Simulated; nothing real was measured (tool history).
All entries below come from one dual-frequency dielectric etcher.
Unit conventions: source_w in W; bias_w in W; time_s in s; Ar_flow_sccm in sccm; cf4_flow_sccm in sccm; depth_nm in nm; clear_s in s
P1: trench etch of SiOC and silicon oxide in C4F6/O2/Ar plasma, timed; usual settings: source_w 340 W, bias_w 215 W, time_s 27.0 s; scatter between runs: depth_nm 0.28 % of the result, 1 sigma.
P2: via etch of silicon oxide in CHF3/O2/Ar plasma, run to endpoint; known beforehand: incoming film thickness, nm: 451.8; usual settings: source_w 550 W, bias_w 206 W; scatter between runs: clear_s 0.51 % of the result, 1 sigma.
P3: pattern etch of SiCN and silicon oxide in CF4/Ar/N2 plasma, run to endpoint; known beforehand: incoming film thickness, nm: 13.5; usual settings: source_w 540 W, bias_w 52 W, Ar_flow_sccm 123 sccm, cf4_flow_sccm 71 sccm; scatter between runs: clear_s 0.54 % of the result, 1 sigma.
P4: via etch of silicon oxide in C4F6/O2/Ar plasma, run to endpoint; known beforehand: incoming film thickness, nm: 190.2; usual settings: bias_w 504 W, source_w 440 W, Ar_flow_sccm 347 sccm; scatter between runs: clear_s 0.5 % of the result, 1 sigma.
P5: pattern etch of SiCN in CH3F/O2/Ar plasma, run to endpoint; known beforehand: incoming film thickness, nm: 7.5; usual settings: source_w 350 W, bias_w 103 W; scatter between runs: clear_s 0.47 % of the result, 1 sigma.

run	hour	process	source_w	bias_w	time_s	Ar_flow_sccm	cf4_flow_sccm	depth_nm	clear_s
1	9.0	P1	340	215	27.0			52.418	
2	16.8	P2	550	206					222.790
3	26.7	P2	320	206					273.690
4	32.1	P4	570	504		347			38.274
5	40.3	P1	440	215	17.0			36.510	
6	46.1	P1	260	215	27.0			47.099	
7	52.3	P1	340	215	27.0			52.547	
8	59.0	P1	340	215	27.0			52.454	
9	63.8	P4	440	504		235			40.587
10	71.8	P3	410	52		123	71		19.864
11	78.1	P1	340	215	35.0			68.086	
12	85.3	P3	540	52		123	71		15.582
13	93.9	P1	340	215	27.0			52.826	
14	99.8	P5	350	103					18.488
15	104.7	P1	460	215	33.0			72.239	
16	110.7	P1	340	215	27.0			52.366	
17	119.1	P1	210	282	27.0			48.064	
# hour 119.7: wet clean of the chamber
18	124.5	P3	540	52		123	100		14.579
19	129.6	P3	540	36		123	71		17.356
20	138.4	P1	340	215	19.5			37.820	
21	147.8	P4	440	650		347			38.899
22	155.7	P1	340	156	27.0			47.406	
# hour 156.0: source power generator calibrated
23	162.8	P3	540	52		123	71		15.623
24	168.9	P5	460	103					16.822

For run 25, what comes out?
25	173.3	P1	340	290	27.0			?	

depth_nm: 58.090 nm
